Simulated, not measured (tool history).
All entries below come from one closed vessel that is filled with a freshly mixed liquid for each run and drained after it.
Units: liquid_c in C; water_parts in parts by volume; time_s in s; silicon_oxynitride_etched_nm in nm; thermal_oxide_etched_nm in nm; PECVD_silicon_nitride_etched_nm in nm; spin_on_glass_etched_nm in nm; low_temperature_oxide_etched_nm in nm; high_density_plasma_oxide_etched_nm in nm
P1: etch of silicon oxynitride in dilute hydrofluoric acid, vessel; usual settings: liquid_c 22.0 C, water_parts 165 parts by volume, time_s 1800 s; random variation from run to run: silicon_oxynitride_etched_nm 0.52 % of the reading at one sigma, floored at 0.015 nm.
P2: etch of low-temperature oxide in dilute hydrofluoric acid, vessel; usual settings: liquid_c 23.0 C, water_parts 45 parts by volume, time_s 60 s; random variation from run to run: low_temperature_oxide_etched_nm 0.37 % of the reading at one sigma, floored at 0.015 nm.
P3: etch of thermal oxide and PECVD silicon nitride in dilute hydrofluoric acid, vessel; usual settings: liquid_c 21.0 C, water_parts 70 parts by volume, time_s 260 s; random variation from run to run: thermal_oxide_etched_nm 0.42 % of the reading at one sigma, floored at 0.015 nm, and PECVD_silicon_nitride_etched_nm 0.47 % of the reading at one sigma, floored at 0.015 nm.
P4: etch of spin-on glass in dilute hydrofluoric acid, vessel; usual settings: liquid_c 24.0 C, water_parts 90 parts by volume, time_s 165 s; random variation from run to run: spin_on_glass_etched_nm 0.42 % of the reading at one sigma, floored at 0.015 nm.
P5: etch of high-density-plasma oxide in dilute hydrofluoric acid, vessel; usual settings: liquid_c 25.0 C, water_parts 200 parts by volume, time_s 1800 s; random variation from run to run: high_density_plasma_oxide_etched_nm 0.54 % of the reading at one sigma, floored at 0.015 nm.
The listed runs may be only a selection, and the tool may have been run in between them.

run   hour  process  liquid_c  water_parts  time_s  hours since the thermometer was replaced  hours since the hydrofluoric acid flow meter was replaced  silicon_oxynitride_etched_nm  thermal_oxide_etched_nm  PECVD_silicon_nitride_etched_nm  spin_on_glass_etched_nm  low_temperature_oxide_etched_nm  high_density_plasma_oxide_etched_nm
  1    6.7       P1      22.0          165    1800                                     540.4                                                     1007.7                       15.9000
  2   16.6       P1      22.0          260    1800                                     550.3                                                     1017.6                        9.4243
  3   21.9       P1      22.0           85    1800                                     555.6                                                     1022.9                       32.6930
  4   27.3       P3      21.0           70     260                                     561.0                                                     1028.3                                                 15.435                           8.1270
  5   35.2       P4      29.0           90     165                                     568.9                                                     1036.2                                                                                                           62.458
  6   40.9       P1      22.0          165    1800                                     574.6                                                     1041.9                       15.8350
      42.7  -- thermometer replaced
  7   50.8       P3      27.0           70     260                                       8.1                                                     1051.8                                                 19.688                          12.1450
  8   59.8       P3      21.0           70     515                                      17.1                                                     1060.8                                                 30.557                          16.2150
  9   68.3       P1      26.0          165    1800                                      25.6                                                     1069.3                       18.9750
 10   75.2       P2      23.0           45     115                                      32.5                                                     1076.2                                                                                                                                            81.314
 11   85.0       P3      21.0           70     260                                      42.3                                                     1086.0                                                 15.558                           8.0844
 12   90.7       P3      21.0           30     260                                      48.0                                                     1091.7                                                 37.895                          18.6090
 13   99.1       P4      24.0           40     165                                      56.4                                                     1100.1                                                                                                          122.330
 14  105.4       P5      25.0           35    1800                                      62.7                                                     1106.4                                                                                                                                                                                295.040
 15  110.4       P1      22.0          165    1800                                      67.7                                                     1111.4                       15.8690
 16  119.6       P4      24.0           90     320                                      76.9                                                     1120.6                                                                                                           99.862
 17  128.3       P1      17.0          165    1800                                      85.6                                                     1129.3                       12.5180
 18  133.8       P2      23.0           45      60                                      91.1                                                     1134.8                                                                                                                                            42.673
 19  139.6       P1      22.0          230    2735                                      96.9                                                     1140.6                       16.5420
 20  148.8       P1      22.0          165     925                                     106.1                                                     1149.8                        8.1171
 21  157.7       P1      22.0          165    1800                                     115.0                                                     1158.7                       15.9410
 22  164.7       P1      22.0          165    1800                                     122.0                                                     1165.7                       15.7370
 23  172.5       P1      22.0          165    3430                                     129.8                                                     1173.5                       30.0830
 24  182.1       P4      24.0           90     165                                     139.4                                                     1183.1                                                                                                           51.140
 25  190.3       P5      25.0          200    3365                                     147.6                                                     1191.3                                                                                                                                                                                 79.513
 26  197.5       P2      18.0           45      60                                     154.8                                                     1198.5                                                                                                                                            34.268
 27  203.8       P2      23.0           25      60                                     161.1                                                     1204.8                                                                                                                                            77.712
 28  210.8       P1      22.0          165    1800                                     168.1                                                     1211.8                       15.8120
 29  217.4       P1      22.0          100    3060                                     174.7                                                     1218.4                       46.8260
 30  224.3       P5      25.0          200    1800                                     181.6                                                     1225.3                                                                                                                                                                                 42.413
 31  229.8       P1      18.5          165     145                                     187.1                                                     1230.8                        1.1070
 32  239.8       P5      31.5          200    1800                                     197.1                                                     1240.8                                                                                                                                                                                 53.551
 33  245.5       P1      22.0          165    1800                                     202.8                                                     1246.5                       15.8120
 34  251.6       P1      22.0          165    1800                                     208.9                                                     1252.6                       16.1350
 35  255.9       P1      22.0          165    1800                                     213.2                                                     1256.9                       16.3380
 36  264.9       P1      22.0          165    1800                                     222.2                                                     1265.9                       16.6450
 37  269.7       P1      22.0          165    1800                                     227.0                                                     1270.7                       16.7010
 38  278.3       P1      22.0          165    1800                                     235.6                                                     1279.3                       16.7800
 39  283.0       P1      22.0          165    1800                                     240.3                                                     1284.0                       17.0080
 40  291.8       P1      22.0          165    1800                                     249.1                                                     1292.8                       17.0340
 41  300.8       P1      22.0          165    1800                                     258.1                                                     1301.8                       17.0250
 42  310.4       P1      22.0          165    1800                                     267.7                                                     1311.4                       16.9760
 43  320.1       P1      22.0          165    1800                                     277.4                                                     1321.1                       17.1320
 44  325.5       P1      22.0          165    1800                                     282.8                                                     1326.5                       17.1040

Something has made what P1 gives creep away from where it was; the 2 causes below, each at its own stated size, fit the log equally well:
A: hydrofluoric acid flow above the setpoint (%) = 7.13
B: liquid hotter than its thermometer reads (K) = 1.68
Onset of the creep was near hour 245.5.

Below are 4 check runs, each on a single wafer, with their results shown as question marks. Which of them would tell the listed causes apart, meaning the causes would give clearly different results under it?
check 1  330.9       P2      23.0           30      80                                                                                                                                                                                                                                                      ?
check 2  330.9       P4      24.0           40     165                                                                                                                                                                                                                     ?
check 3  330.9       P3      21.0           70     505                                                                                                                                                           ?                                ?
check 4  330.9       P5      25.0           70    3195                                                                                                                                                                                                                                                                                           ?

Outcome of each check run for each possible cause:
  check                               result     if A     if B
check 1      low_temperature_oxide_etched_nm   92.839   92.724
check 2              spin_on_glass_etched_nm  132.230  131.820
check 3              thermal_oxide_etched_nm   32.330   32.162
check 3      PECVD_silicon_nitride_etched_nm  16.9240  17.7350
check 4  high_density_plasma_oxide_etched_nm  270.340  268.180
Separation of the two closest causes in each check, using whichever result separates them best: check 1 0.12 %; check 2 0.31 %; check 3 4.68 %; check 4 0.8 %
Check 3 tells the causes apart: in the others they would give nearly the same result.

Running check 3 produced the following: thermal_oxide_etched_nm 32.254 nm; PECVD_silicon_nitride_etched_nm 17.8870 nm. Which one of the listed causes fits?

Of the candidate causes, it is B: liquid hotter than its thermometer reads (K).
